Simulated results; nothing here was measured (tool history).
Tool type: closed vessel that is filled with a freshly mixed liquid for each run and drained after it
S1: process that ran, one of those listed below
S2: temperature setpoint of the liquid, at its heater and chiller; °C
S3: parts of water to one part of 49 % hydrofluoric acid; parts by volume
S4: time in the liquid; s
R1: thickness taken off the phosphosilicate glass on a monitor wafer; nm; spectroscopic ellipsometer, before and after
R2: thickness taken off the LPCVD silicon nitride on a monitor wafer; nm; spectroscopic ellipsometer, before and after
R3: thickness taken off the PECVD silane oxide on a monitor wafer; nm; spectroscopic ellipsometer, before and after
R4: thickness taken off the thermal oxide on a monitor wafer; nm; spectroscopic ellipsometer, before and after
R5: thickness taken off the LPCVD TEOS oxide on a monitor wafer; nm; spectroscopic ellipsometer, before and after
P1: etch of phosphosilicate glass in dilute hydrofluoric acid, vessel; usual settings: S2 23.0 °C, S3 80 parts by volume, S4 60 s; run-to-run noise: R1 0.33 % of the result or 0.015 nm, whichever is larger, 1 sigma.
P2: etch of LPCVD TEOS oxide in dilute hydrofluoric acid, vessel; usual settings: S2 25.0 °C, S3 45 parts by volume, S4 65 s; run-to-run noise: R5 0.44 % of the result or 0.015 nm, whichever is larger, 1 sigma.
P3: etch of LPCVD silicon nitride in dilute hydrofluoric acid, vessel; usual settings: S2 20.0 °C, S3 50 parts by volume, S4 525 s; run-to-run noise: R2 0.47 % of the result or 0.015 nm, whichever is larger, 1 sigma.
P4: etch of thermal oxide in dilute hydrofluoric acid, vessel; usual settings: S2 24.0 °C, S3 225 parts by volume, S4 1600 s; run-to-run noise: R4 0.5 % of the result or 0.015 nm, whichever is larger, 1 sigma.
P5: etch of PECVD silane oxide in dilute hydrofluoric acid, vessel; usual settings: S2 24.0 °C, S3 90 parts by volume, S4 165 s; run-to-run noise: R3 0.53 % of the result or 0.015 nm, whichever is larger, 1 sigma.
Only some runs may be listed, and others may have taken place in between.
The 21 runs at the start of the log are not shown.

{"run": 22, "hour": 83.2, "S1": "P5", "S2": 24.0, "S3": 90, "S4": 165, "R3": 38.182}
{"run": 23, "hour": 85.8, "S1": "P1", "S2": 23.0, "S3": 80, "S4": 100, "R1": 164.11}
{"run": 24, "hour": 90.1, "S1": "P1", "S2": 23.0, "S3": 80, "S4": 60, "R1": 98.821}
{"run": 25, "hour": 93.0, "S1": "P2", "S2": 25.0, "S3": 45, "S4": 30, "R5": 17.044}
{"run": 26, "hour": 98.1, "S1": "P2", "S2": 25.0, "S3": 45, "S4": 65, "R5": 36.45}
{"run": 27, "hour": 103.5, "S1": "P1", "S2": 23.0, "S3": 40, "S4": 60, "R1": 207.23}
{"run": 28, "hour": 107.9, "S1": "P1", "S2": 23.0, "S3": 80, "S4": 30, "R1": 49.074}
{"run": 29, "hour": 111.3, "S1": "P4", "S2": 24.0, "S3": 225, "S4": 1600, "R4": 29.938}

Estimate the outcome of run 30 from the log above:
{"run": 30, "hour": 116.8, "S1": "P1", "S2": 23.0, "S3": 130, "S4": 60, "R1": "?"}

{"run 30": {"R1": 57.48}}
